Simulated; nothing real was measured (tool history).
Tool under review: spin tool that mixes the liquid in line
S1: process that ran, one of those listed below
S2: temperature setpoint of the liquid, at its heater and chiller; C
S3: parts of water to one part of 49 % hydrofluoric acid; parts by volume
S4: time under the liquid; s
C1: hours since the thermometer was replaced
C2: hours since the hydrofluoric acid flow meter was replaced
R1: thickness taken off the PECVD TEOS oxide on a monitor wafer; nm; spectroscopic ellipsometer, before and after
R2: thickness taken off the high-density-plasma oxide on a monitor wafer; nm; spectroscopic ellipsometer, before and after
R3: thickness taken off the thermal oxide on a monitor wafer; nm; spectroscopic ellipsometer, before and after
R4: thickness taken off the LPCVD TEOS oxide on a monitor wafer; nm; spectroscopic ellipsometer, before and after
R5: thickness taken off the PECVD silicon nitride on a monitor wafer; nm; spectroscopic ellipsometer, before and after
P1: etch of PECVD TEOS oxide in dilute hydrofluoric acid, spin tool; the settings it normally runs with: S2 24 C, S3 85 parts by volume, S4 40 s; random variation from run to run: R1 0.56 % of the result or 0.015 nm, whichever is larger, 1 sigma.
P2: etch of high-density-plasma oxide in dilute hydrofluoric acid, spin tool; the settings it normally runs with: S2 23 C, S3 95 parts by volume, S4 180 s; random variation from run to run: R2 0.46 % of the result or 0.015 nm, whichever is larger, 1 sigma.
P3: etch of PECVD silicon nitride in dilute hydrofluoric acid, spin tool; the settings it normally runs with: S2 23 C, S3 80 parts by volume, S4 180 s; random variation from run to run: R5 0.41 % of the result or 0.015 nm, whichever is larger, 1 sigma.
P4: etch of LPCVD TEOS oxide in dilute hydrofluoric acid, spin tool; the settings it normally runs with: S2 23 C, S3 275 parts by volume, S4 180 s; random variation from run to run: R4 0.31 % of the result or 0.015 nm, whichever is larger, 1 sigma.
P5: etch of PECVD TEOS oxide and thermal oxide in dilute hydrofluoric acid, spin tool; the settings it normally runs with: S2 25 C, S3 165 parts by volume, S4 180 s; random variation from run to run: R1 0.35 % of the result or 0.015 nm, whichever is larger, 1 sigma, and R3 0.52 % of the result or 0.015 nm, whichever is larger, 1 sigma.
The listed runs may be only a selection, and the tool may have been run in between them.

| run | hour | S1 | S2 | S3 | S4 | C1 | C2 | R1 | R2 | R3 | R4 | R5 |
|---|---|---|---|---|---|---|---|---|---|---|---|---|
| 1 | 9.5 | P1 | 24 | 85 | 40 | 814.1 | 635.9 | 5.0954 |  |  |  |  |
| 2 | 19.7 | P2 | 23 | 95 | 180 | 824.3 | 646.1 |  | 10.751 |  |  |  |
| 3 | 28.5 | P5 | 25 | 50 | 180 | 833.1 | 654.9 | 113.65 |  | 18.311 |  |  |
| 4 | 39.3 | P1 | 24 | 115 | 40 | 843.9 | 665.7 | 3.6499 |  |  |  |  |
|  | 47.3 | thermometer replaced |
| 5 | 54 | P4 | 23 | 50 | 180 | 6.7 | 680.4 |  |  |  | 83.495 |  |
| 6 | 65.4 | P2 | 23 | 175 | 180 | 18.1 | 691.8 |  | 5.2945 |  |  |  |
| 7 | 73.1 | P3 | 23 | 80 | 180 | 25.8 | 699.5 |  |  |  |  | 6.8104 |
| 8 | 83.3 | P1 | 19 | 85 | 40 | 36 | 709.7 | 4.1592 |  |  |  |  |
| 9 | 93.2 | P5 | 25 | 165 | 180 | 45.9 | 719.6 | 29.787 |  | 4.8743 |  |  |
| 10 | 103.5 | P2 | 23 | 95 | 315 | 56.2 | 729.9 |  | 18.647 |  |  |  |
| 11 | 112.1 | P1 | 24 | 40 | 40 | 64.8 | 738.5 | 11.511 |  |  |  |  |
| 12 | 121.5 | P5 | 25 | 165 | 15 | 74.2 | 747.9 | 2.4694 |  | 0.39306 |  |  |
| 13 | 137 | P1 | 24 | 60 | 15 | 89.7 | 763.4 | 2.8364 |  |  |  |  |
| 14 | 148.2 | P1 | 24 | 85 | 40 | 100.9 | 774.6 | 5.0877 |  |  |  |  |
| 15 | 158.1 | P1 | 24 | 85 | 70 | 110.8 | 784.5 | 9.0047 |  |  |  |  |
| 16 | 168.3 | P3 | 23 | 45 | 180 | 121 | 794.7 |  |  |  |  | 11.928 |
| 17 | 180.6 | P1 | 28.5 | 85 | 40 | 133.3 | 807 | 6.0612 |  |  |  |  |
| 18 | 192.5 | P1 | 20.5 | 135 | 40 | 145.2 | 818.9 | 2.6234 |  |  |  |  |
| 19 | 208.8 | P1 | 24 | 85 | 15 | 161.5 | 835.2 | 1.9134 |  |  |  |  |
| 20 | 218.7 | P1 | 24 | 85 | 40 | 171.4 | 845.1 | 5.0656 |  |  |  |  |
| 21 | 234.5 | P2 | 17.5 | 95 | 180 | 187.2 | 860.9 |  | 8.5575 |  |  |  |
| 22 | 245 | P1 | 24 | 85 | 40 | 197.7 | 871.4 | 5.1097 |  |  |  |  |
| 23 | 252.1 | P3 | 23 | 80 | 280 | 204.8 | 878.5 |  |  |  |  | 10.576 |
| 24 | 261.8 | P4 | 23 | 275 | 180 | 214.5 | 888.2 |  |  |  | 11.812 |  |
| 25 | 269.8 | P1 | 24 | 85 | 40 | 222.5 | 896.2 | 5.0965 |  |  |  |  |
| 26 | 278.5 | P1 | 24 | 85 | 40 | 231.2 | 904.9 | 5.1063 |  |  |  |  |
| 27 | 293.1 | P5 | 21 | 165 | 180 | 245.8 | 919.5 | 25.418 |  | 4.2057 |  |  |
| 28 | 301.8 | P4 | 23 | 275 | 330 | 254.5 | 928.2 |  |  |  | 21.729 |  |
| 29 | 312.6 | P3 | 17 | 80 | 180 | 265.3 | 939 |  |  |  |  | 4.4979 |
| 30 | 324.7 | P4 | 31.5 | 275 | 180 | 277.4 | 951.1 |  |  |  | 15.792 |  |
| 31 | 333 | P1 | 24 | 85 | 40 | 285.7 | 959.4 | 5.107 |  |  |  |  |
| 32 | 345 | P1 | 24 | 85 | 40 | 297.7 | 971.4 | 5.2386 |  |  |  |  |
| 33 | 357.7 | P1 | 24 | 85 | 40 | 310.4 | 984.1 | 5.3209 |  |  |  |  |
| 34 | 367.8 | P1 | 24 | 85 | 40 | 320.5 | 994.2 | 5.3128 |  |  |  |  |
| 35 | 383.7 | P1 | 24 | 85 | 40 | 336.4 | 1010.1 | 5.375 |  |  |  |  |
| 36 | 397.7 | P1 | 24 | 85 | 40 | 350.4 | 1024.1 | 5.3795 |  |  |  |  |
| 37 | 413.4 | P1 | 24 | 85 | 40 | 366.1 | 1039.8 | 5.3429 |  |  |  |  |
| 38 | 425.8 | P1 | 24 | 85 | 40 | 378.5 | 1052.2 | 5.4237 |  |  |  |  |

Compared with where it was, what P1 gives has crept away. Each cause listed below fits the log as well as the rest, at the size given for it:
A: hydrofluoric acid flow above the setpoint (%) = 5.09
B: liquid hotter than its thermometer reads (K) = 1.38
At approximately hour 333, the process output began to creep.

Question marks stand in for the results of the 4 check runs listed below, each run on one wafer. Under which run would the listed causes show clearly different results?
| check 1 | 438.2 | P2 | 23 | 175 | 180 |  |  |  | ? |  |  |  |
| check 2 | 438.2 | P3 | 19 | 80 | 180 |  |  |  |  |  |  | ? |
| check 3 | 438.2 | P5 | 25 | 50 | 25 |  |  | ? |  | ? |  |  |
| check 4 | 438.2 | P4 | 26 | 95 | 180 |  |  |  |  |  | ? |  |

How each check would come out, cause by cause:
| check | result | if A | if B |
|---|---|---|---|
| check 1 | R2 | 5.6156 | 5.5772 |
| check 2 | R5 | 5.4383 | 5.698 |
| check 3 | R1 | 16.601 | 16.653 |
| check 3 | R3 | 2.6912 | 2.6996 |
| check 4 | R4 | 49.554 | 49.452 |
Gap, in per cent, between the two causes that each check separates least, read from the result that separates them most: check 1 0.69 %; check 2 4.66 %; check 3 0.31 %; check 4 0.21 %
Check 2 distinguishes between the causes, while the remaining checks would return nearly the same result for all of them.

With check 2 done, the readings were: R5 5.6662 nm. Identify which of the listed causes applies.

It is B: liquid hotter than its thermometer reads (K).
